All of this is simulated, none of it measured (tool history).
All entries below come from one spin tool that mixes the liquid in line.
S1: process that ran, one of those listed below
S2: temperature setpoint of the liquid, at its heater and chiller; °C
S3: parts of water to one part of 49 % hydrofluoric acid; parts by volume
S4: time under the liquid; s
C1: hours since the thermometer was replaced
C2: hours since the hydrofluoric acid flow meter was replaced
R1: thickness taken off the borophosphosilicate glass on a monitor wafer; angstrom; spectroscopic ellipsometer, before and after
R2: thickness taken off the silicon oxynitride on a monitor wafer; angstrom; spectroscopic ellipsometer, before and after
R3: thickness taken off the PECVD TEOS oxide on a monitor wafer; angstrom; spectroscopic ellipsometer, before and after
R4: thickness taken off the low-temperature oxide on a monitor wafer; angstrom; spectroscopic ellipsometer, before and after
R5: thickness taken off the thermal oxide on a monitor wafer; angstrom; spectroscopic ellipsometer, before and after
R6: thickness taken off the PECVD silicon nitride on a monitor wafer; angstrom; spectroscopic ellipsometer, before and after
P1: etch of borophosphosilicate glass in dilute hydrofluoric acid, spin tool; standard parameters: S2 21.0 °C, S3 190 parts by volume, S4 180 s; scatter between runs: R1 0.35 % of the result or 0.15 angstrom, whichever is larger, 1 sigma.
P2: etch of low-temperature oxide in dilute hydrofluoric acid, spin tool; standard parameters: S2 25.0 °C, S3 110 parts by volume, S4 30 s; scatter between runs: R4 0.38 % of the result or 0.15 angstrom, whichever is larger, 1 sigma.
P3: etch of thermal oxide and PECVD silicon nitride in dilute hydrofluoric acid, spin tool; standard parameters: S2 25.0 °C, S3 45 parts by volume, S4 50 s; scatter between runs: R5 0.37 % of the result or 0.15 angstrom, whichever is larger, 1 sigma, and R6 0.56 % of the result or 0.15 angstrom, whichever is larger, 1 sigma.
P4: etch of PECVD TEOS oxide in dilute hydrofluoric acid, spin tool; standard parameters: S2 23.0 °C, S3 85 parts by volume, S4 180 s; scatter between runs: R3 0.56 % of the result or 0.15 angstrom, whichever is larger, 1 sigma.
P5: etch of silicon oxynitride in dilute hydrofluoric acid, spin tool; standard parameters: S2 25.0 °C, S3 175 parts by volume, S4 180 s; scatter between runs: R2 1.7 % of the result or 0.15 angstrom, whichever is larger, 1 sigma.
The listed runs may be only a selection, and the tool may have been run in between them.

{"run": 1, "day": 0.325, "S1": "P1", "S2": 21.0, "S3": 190, "S4": 180, "C1": 964.1, "C2": 617.0, "R1": 341.2}
{"run": 2, "day": 0.588, "S1": "P5", "S2": 17.5, "S3": 175, "S4": 180, "C1": 970.4, "C2": 623.3, "R2": 10.673}
{"run": 3, "day": 0.983, "S1": "P1", "S2": 24.5, "S3": 190, "S4": 275, "C1": 979.9, "C2": 632.8, "R1": 591.8}
{"run": 4, "day": 1.408, "S1": "P1", "S2": 21.0, "S3": 190, "S4": 180, "C1": 990.1, "C2": 643.0, "R1": 337.68}
{"run": 5, "day": 1.792, "S1": "P4", "S2": 23.0, "S3": 85, "S4": 180, "C1": 999.3, "C2": 652.2, "R3": 309.55}
{"run": 6, "day": 2.221, "S1": "P1", "S2": 27.5, "S3": 190, "S4": 180, "C1": 1009.6, "C2": 662.5, "R1": 430.17}
{"run": 7, "day": 2.629, "S1": "P5", "S2": 25.0, "S3": 175, "S4": 180, "C1": 1019.4, "C2": 672.3, "R2": 15.198}
{"run": 8, "day": 2.912, "S1": "P2", "S2": 25.0, "S3": 110, "S4": 30, "C1": 1026.2, "C2": 679.1, "R4": 75.326}
{"run": 9, "day": 3.3, "S1": "P4", "S2": 23.0, "S3": 85, "S4": 180, "C1": 1035.5, "C2": 688.4, "R3": 308.15}
{"run": 10, "day": 3.696, "S1": "P1", "S2": 21.0, "S3": 190, "S4": 180, "C1": 1045.0, "C2": 697.9, "R1": 338.2}
{"run": 11, "day": 4.142, "S1": "P1", "S2": 17.0, "S3": 190, "S4": 50, "C1": 1055.7, "C2": 708.6, "R1": 80.489}
{"run": 12, "day": 4.517, "S1": "P5", "S2": 25.0, "S3": 175, "S4": 180, "C1": 1064.7, "C2": 717.6, "R2": 14.924}
{"run": 13, "day": 4.825, "S1": "P1", "S2": 21.0, "S3": 45, "S4": 180, "C1": 1072.1, "C2": 725.0, "R1": 1685.1}
{"run": 14, "day": 5.2, "S1": "P4", "S2": 23.0, "S3": 85, "S4": 280, "C1": 1081.1, "C2": 734.0, "R3": 482.79}
{"run": 15, "day": 5.442, "S1": "P1", "S2": 21.0, "S3": 190, "S4": 180, "C1": 1086.9, "C2": 739.8, "R1": 339.56}
{"run": 16, "day": 5.883, "S1": "P3", "S2": 25.0, "S3": 45, "S4": 15, "C1": 1097.5, "C2": 750.4, "R5": 18.065, "R6": 17.483}
{"run": 17, "day": 6.238, "S1": "P5", "S2": 25.0, "S3": 175, "S4": 60, "C1": 1106.0, "C2": 758.9, "R2": 4.9656}
{"run": 18, "day": 6.462, "S1": "P3", "S2": 25.0, "S3": 45, "S4": 50, "C1": 1111.4, "C2": 764.3, "R5": 61.063, "R6": 58.98}
{"run": 19, "day": 6.671, "S1": "P2", "S2": 25.0, "S3": 110, "S4": 60, "C1": 1116.4, "C2": 769.3, "R4": 151.85}
{"run": 20, "day": 7.062, "S1": "P1", "S2": 21.0, "S3": 260, "S4": 180, "C1": 1125.8, "C2": 778.7, "R1": 231.9}
{"run": 21, "day": 7.362, "S1": "P3", "S2": 31.5, "S3": 45, "S4": 50, "C1": 1133.0, "C2": 785.9, "R5": 79.042, "R6": 90.512}
{"run": 22, "day": 7.65, "S1": "P1", "S2": 17.0, "S3": 190, "S4": 180, "C1": 1139.9, "C2": 792.8, "R1": 289.62}
{"run": 23, "day": 7.954, "S1": "P5", "S2": 25.0, "S3": 65, "S4": 180, "C1": 1147.2, "C2": 800.1, "R2": 44.506}
{"run": 24, "day": 8.221, "S1": "P1", "S2": 21.0, "S3": 190, "S4": 320, "C1": 1153.6, "C2": 806.5, "R1": 600.73}
{"run": 25, "day": 8.6, "S1": "P2", "S2": 21.5, "S3": 110, "S4": 30, "C1": 1162.7, "C2": 815.6, "R4": 66.172}
{"run": 26, "day": 8.85, "S1": "P3", "S2": 25.0, "S3": 25, "S4": 50, "C1": 1168.7, "C2": 821.6, "R5": 112.95, "R6": 103.38}
{"run": 27, "day": 9.254, "S1": "P1", "S2": 21.0, "S3": 190, "S4": 95, "C1": 1178.4, "C2": 831.3, "R1": 178.51}
{"run": 28, "day": 9.679, "S1": "P1", "S2": 21.0, "S3": 190, "S4": 180, "C1": 1188.6, "C2": 841.5, "R1": 338.04}
{"run": 29, "day": 10.154, "S1": "P4", "S2": 17.0, "S3": 85, "S4": 180, "C1": 1200.0, "C2": 852.9, "R3": 240.99}
{"run": 30, "day": 10.379, "S1": "P4", "S2": 23.0, "S3": 125, "S4": 180, "C1": 1205.4, "C2": 858.3, "R3": 199.72}
{"run": 31, "day": 10.642, "S1": "P2", "S2": 25.0, "S3": 50, "S4": 30, "C1": 1211.7, "C2": 864.6, "R4": 180.59}

Estimate the outcome of run 32 from the log above:
{"run": 32, "day": 10.967, "S1": "P1", "S2": 21.0, "S3": 190, "S4": 180, "C1": 1219.5, "C2": 872.4, "R1": "?"}

R1: 338.760 angstrom
